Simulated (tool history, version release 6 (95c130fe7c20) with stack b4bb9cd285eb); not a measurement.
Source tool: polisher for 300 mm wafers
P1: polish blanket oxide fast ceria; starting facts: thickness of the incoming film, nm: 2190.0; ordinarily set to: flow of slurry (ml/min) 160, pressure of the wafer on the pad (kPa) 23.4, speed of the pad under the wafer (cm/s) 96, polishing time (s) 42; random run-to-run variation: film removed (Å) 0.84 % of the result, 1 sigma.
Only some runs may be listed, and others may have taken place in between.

run,hour,flow of slurry (ml/min),pressure of the wafer on the pad (kPa),speed of the pad under the wafer (cm/s),polishing time (s),film removed (Å)
1,15.8,160,23.4,96,42,7518.5
2,27.1,160,23.4,96,42,7374.4
3,41.4,160,23.4,96,42,7437
4,58.5,160,23.4,96,42,7458.2
5,70.9,160,23.4,96,67,11926
6,84.3,160,23.4,96,42,7475.3
7,95,160,23.4,44,42,3433.5
8,107,95,23.4,96,42,6612.8
9,117.6,230,11,96,42,3687.2
10,128.8,160,23.4,96,25,4478.9
11,137.9,160,33.1,96,42,10593
12,154.5,235,23.4,96,42,7902.9
13,170.7,160,23.4,136,42,10485
14,185.7,160,23.4,68,26,3280.6
15,195.7,160,23.4,96,42,7462.9
16,207.5,160,10.3,96,42,3293.2
17,220.7,160,23.4,96,42,7564.2
18,229.7,160,23.4,96,42,7463.9
19,240.3,160,23.4,96,42,7359.5
20,257.2,160,23.4,96,42,7176
21,265.2,160,23.4,96,42,6885.1
22,276.8,160,23.4,96,42,6936.1
23,292.2,160,23.4,96,42,6916.7
# hour 293.3: worn pad replaced by a new one
24,305.9,160,23.4,96,42,6951
25,319.8,160,23.4,96,42,6770
26,332.9,160,23.4,96,42,6831.8

What P1 gives has crept away from where it was. These 2 causes fit the log equally well, each at the size given:
A: slurry flow missing at the pad, % = 35
B: head's pressure below its setpoint, % = 8.18
Creep in the process output first set in at about hour 229.7.
Other possible causes, and why each is ruled out:
removal rate lost through wear of the pad, %: serviced at hour 293.3, which brought nothing back

Below are 4 check runs, each averaged over 3 wafers, with their results shown as question marks. Which of them would give clearly different results depending on which cause is behind the drift?
check 1,346,110,31.7,96,42,?
check 2,346,160,23.4,126,64,?
check 3,346,160,15.9,72,42,?
check 4,346,160,31,96,60,?

What each check would give under each cause:
check,result,if A,if B
check 1,film removed (Å),8340.9,8628.2
check 2,film removed (Å),13710,13712
check 3,film removed (Å),3477.9,3478.5
check 4,film removed (Å),12961,12963
Separation of the two closest causes in each check, using whichever result separates them best: check 1 3.39 %; check 2 0.02 %; check 3 0.02 %; check 4 0.02 %
Check 1 tells the causes apart: in the others they would give nearly the same result.

Here is what check 1 returned: film removed (Å) 8283.7. Which cause is it?

It is A: slurry flow missing at the pad, %.
